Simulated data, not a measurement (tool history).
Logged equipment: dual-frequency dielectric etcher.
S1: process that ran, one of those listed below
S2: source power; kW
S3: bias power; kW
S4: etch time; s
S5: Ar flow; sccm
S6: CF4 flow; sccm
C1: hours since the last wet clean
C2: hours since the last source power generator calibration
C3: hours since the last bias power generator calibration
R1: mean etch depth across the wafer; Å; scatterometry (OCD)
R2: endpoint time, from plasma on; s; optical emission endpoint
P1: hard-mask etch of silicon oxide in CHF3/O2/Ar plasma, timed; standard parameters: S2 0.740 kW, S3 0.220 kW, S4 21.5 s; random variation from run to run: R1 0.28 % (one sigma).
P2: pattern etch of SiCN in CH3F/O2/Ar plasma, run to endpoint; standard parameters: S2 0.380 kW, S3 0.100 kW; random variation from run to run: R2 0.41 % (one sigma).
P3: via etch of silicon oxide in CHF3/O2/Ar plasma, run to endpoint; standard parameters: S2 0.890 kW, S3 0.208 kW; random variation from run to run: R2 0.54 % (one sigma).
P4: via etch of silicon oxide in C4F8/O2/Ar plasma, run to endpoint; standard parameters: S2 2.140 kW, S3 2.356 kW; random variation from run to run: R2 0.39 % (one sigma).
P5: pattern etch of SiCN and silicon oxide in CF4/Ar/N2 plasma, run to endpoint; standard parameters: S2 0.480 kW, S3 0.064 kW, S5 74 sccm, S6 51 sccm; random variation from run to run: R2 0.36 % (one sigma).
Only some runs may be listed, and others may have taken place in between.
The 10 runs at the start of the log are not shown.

Run 11, hour 59.7: S1 P5, S2 0.480 kW, S3 0.064 kW, S5 74 sccm, S6 51 sccm; C1 172.0; C2 473.2; C3 2115.1. Result: R2 13.445 s.
Run 12, hour 63.8: S1 P1, S2 0.460 kW, S3 0.296 kW, S4 21.5 s; C1 176.1; C2 477.3; C3 2119.2. Result: R1 456.74 Å.
Run 13, hour 68.9: S1 P2, S2 0.380 kW, S3 0.100 kW; C1 181.2; C2 482.4; C3 2124.3. Result: R2 31.009 s.
Run 14, hour 74.3: S1 P1, S2 0.950 kW, S3 0.220 kW, S4 21.5 s; C1 186.6; C2 487.8; C3 2129.7. Result: R1 540.37 Å.
Run 15, hour 79.1: S1 P2, S2 0.240 kW, S3 0.100 kW; C1 191.4; C2 492.6; C3 2134.5. Result: R2 36.345 s.
Run 16, hour 86.4: S1 P5, S2 0.480 kW, S3 0.064 kW, S5 50 sccm, S6 51 sccm; C1 198.7; C2 499.9; C3 2141.8. Result: R2 12.778 s.
Run 17, hour 93.8: S1 P4, S2 2.140 kW, S3 2.356 kW; C1 206.1; C2 507.3; C3 2149.2. Result: R2 200.260 s.
Run 18, hour 101.3: S1 P3, S2 0.890 kW, S3 0.208 kW; C1 213.6; C2 514.8; C3 2156.7. Result: R2 208.850 s.
At hour 103.5: source power generator calibrated.
Run 19, hour 107.4: S1 P5, S2 0.480 kW, S3 0.041 kW, S5 74 sccm, S6 51 sccm; C1 219.7; C2 3.9; C3 2162.8. Result: R2 15.424 s.
Run 20, hour 113.9: S1 P1, S2 0.740 kW, S3 0.220 kW, S4 32.0 s; C1 226.2; C2 10.4; C3 2169.3. Result: R1 732.07 Å.
Run 21, hour 118.3: S1 P1, S2 0.740 kW, S3 0.220 kW, S4 21.5 s; C1 230.6; C2 14.8; C3 2173.7. Result: R1 489.87 Å.
Run 22, hour 126.3: S1 P4, S2 1.280 kW, S3 2.356 kW; C1 238.6; C2 22.8; C3 2181.7. Result: R2 245.030 s.
Run 23, hour 132.3: S1 P1, S2 0.740 kW, S3 0.310 kW, S4 21.5 s; C1 244.6; C2 28.8; C3 2187.7. Result: R1 552.25 Å.
Run 24, hour 136.1: S1 P4, S2 2.140 kW, S3 3.326 kW; C1 248.4; C2 32.6; C3 2191.5. Result: R2 180.840 s.
Run 25, hour 140.4: S1 P3, S2 0.540 kW, S3 0.208 kW; C1 252.7; C2 36.9; C3 2195.8. Result: R2 253.910 s.
Run 26, hour 145.0: S1 P2, S2 0.380 kW, S3 0.066 kW; C1 257.3; C2 41.5; C3 2200.4. Result: R2 35.534 s.
Run 27, hour 152.6: S1 P5, S2 0.480 kW, S3 0.064 kW, S5 74 sccm, S6 62 sccm; C1 264.9; C2 49.1; C3 2208.0. Result: R2 13.136 s.
Run 28, hour 157.3: S1 P1, S2 0.740 kW, S3 0.220 kW, S4 12.0 s; C1 269.6; C2 53.8; C3 2212.7. Result: R1 273.90 Å.
Run 29, hour 161.3: S1 P3, S2 0.890 kW, S3 0.122 kW; C1 273.6; C2 57.8; C3 2216.7. Result: R2 246.330 s.
Run 30, hour 169.0: S1 P1, S2 0.740 kW, S3 0.144 kW, S4 21.5 s; C1 281.3; C2 65.5; C3 2224.4. Result: R1 426.44 Å.
Run 31, hour 173.6: S1 P2, S2 0.380 kW, S3 0.100 kW; C1 285.9; C2 70.1; C3 2229.0. Result: R2 30.618 s.
Run 32, hour 177.3: S1 P1, S2 0.740 kW, S3 0.220 kW, S4 21.5 s; C1 289.6; C2 73.8; C3 2232.7. Result: R1 489.86 Å.
Run 33, hour 180.8: S1 P1, S2 0.740 kW, S3 0.220 kW, S4 21.5 s; C1 293.1; C2 77.3; C3 2236.2. Result: R1 487.28 Å.
Run 34, hour 186.1: S1 P1, S2 0.740 kW, S3 0.220 kW, S4 21.5 s; C1 298.4; C2 82.6; C3 2241.5. Result: R1 488.57 Å.
Run 35, hour 191.6: S1 P1, S2 0.740 kW, S3 0.220 kW, S4 21.5 s; C1 303.9; C2 88.1; C3 2247.0. Result: R1 483.21 Å.

Run 36 is up next; what results do you expect?
Run 36, hour 197.1: S1 P1, S2 0.740 kW, S3 0.220 kW, S4 21.5 s; C1 309.4; C2 93.6; C3 2252.5. Result: R1 ?.

Logged for run 36: R1 484.37 Å.
